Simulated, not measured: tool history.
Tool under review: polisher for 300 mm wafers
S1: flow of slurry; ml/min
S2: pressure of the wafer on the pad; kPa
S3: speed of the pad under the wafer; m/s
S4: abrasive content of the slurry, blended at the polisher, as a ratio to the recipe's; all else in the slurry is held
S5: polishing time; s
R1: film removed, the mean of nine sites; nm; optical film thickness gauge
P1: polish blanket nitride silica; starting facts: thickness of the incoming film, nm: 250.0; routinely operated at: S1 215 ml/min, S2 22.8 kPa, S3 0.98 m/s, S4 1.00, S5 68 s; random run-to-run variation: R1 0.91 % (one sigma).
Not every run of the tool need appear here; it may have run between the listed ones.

run	hour	S1	S2	S3	S4	S5	R1
1	5.5	215	22.8	0.98	1.00	68	36.641
2	12.7	215	35.9	0.98	1.00	68	58.186
3	20.1	215	22.8	0.98	0.50	68	24.928
4	26.4	215	22.8	0.98	1.00	97	53.553
5	31.9	215	22.8	0.98	1.00	68	36.631
6	38.4	215	10.3	0.98	1.00	68	16.755
7	48.2	215	22.8	1.48	1.00	88	65.857
8	57.2	305	22.8	0.98	1.00	68	38.079
9	65.0	215	22.8	1.54	1.00	68	52.510
10	69.6	215	22.8	0.98	1.00	33	17.748
11	76.1	215	22.8	0.98	1.45	68	42.548
12	85.2	130	22.8	0.98	1.00	68	33.573
13	93.9	215	22.8	0.98	1.00	68	36.183
14	103.0	215	22.8	0.98	1.00	68	36.404
15	111.7	215	22.8	0.98	1.00	68	36.683
16	119.9	215	22.8	0.44	1.00	68	19.383
17	128.1	215	31.0	1.50	1.00	68	70.353
18	137.1	215	22.8	0.98	1.00	68	36.419
19	143.2	215	22.8	0.98	1.00	68	35.243
20	152.4	215	22.8	0.98	1.00	68	34.094
21	162.0	215	22.8	0.98	1.00	68	33.055

Estimate the outcome of run 22 from the log above:
# hour 166.8: conditioning disc replaced and pad reconditioned
22	168.4	215	22.8	0.98	1.00	68	?

Run 22 measured R1 33.367 nm.
